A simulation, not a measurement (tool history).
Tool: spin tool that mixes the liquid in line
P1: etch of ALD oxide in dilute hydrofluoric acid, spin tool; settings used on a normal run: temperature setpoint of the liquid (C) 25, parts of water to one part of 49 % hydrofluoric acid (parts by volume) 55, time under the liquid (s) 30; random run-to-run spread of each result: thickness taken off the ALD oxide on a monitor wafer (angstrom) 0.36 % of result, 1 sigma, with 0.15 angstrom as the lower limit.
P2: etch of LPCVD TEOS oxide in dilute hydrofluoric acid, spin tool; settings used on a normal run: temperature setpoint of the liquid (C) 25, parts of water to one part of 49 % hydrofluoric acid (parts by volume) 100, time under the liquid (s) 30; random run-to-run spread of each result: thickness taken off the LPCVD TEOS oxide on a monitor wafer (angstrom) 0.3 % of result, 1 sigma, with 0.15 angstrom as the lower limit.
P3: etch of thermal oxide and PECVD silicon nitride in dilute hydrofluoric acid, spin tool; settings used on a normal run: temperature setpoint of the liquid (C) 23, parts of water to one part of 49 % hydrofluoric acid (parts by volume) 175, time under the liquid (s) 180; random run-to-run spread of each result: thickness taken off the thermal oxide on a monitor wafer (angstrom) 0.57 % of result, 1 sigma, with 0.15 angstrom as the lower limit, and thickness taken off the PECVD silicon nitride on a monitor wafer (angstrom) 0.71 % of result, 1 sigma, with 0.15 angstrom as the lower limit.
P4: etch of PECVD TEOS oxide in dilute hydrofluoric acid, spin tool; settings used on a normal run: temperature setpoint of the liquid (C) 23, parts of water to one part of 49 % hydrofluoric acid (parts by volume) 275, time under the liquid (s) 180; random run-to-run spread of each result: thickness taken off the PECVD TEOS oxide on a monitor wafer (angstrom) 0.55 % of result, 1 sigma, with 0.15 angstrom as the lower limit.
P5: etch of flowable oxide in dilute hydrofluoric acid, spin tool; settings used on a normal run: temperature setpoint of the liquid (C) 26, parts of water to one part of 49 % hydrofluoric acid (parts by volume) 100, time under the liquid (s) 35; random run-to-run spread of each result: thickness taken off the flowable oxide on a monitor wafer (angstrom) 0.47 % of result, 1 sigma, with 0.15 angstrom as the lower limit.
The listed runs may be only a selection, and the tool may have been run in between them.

run,day,process that ran,temperature setpoint of the liquid (C),parts of water to one part of 49 % hydrofluoric acid (parts by volume),time under the liquid (s),hours since the thermometer was replaced,hours since the hydrofluoric acid flow meter was replaced,thickness taken off the ALD oxide on a monitor wafer (angstrom),thickness taken off the thermal oxide on a monitor wafer (angstrom),thickness taken off the PECVD silicon nitride on a monitor wafer (angstrom),thickness taken off the PECVD TEOS oxide on a monitor wafer (angstrom),thickness taken off the LPCVD TEOS oxide on a monitor wafer (angstrom),thickness taken off the flowable oxide on a monitor wafer (angstrom)
1,0.471,P1,25,55,30,996.3,695.3,78.425,,,,,
2,0.854,P1,25,90,50,1005.5,704.5,75.341,,,,,
3,1.229,P3,23,175,180,1014.5,713.5,,45.775,36.986,,,
4,1.662,P1,25,55,30,1024.9,723.9,78.105,,,,,
5,1.958,P1,29.5,55,50,1032,731,156.36,,,,,
6,2.279,P1,25,55,15,1039.7,738.7,38.91,,,,,
7,2.667,P3,26.5,175,180,1049,748,,52.539,45.546,,,
8,2.975,P1,25,90,30,1056.4,755.4,45.857,,,,,
9,3.371,P1,25,55,30,1065.9,764.9,77.516,,,,,
10,3.804,P1,25,55,30,1076.3,775.3,77.956,,,,,
11,4.158,P1,29,55,30,1084.8,783.8,92.159,,,,,
12,4.483,P4,23,275,275,1092.6,791.6,,,,88.906,,
13,5.054,P2,25,100,30,1106.3,805.3,,,,,166.53,
14,5.458,P5,26,175,35,1116,815,,,,,,62.884
15,5.992,P1,25,55,30,1128.8,827.8,78.419,,,,,
16,6.417,P1,25,30,30,1139,838,148.87,,,,,
17,7.004,P2,25,100,30,1153.1,852.1,,,,,166.88,
18,7.458,P5,26,100,15,1164,863,,,,,,52.168
19,7.925,P2,25,35,30,1175.2,874.2,,,,,521.61,
20,8.2,P1,25,55,55,1181.8,880.8,143.44,,,,,
21,8.767,P3,23,175,290,1195.4,894.4,,73.457,59.203,,,

The next listed run, before its measurement:
22,9.338,P1,25,55,30,1209.1,908.1,?,,,,,

thickness taken off the ALD oxide on a monitor wafer (angstrom): 78.013
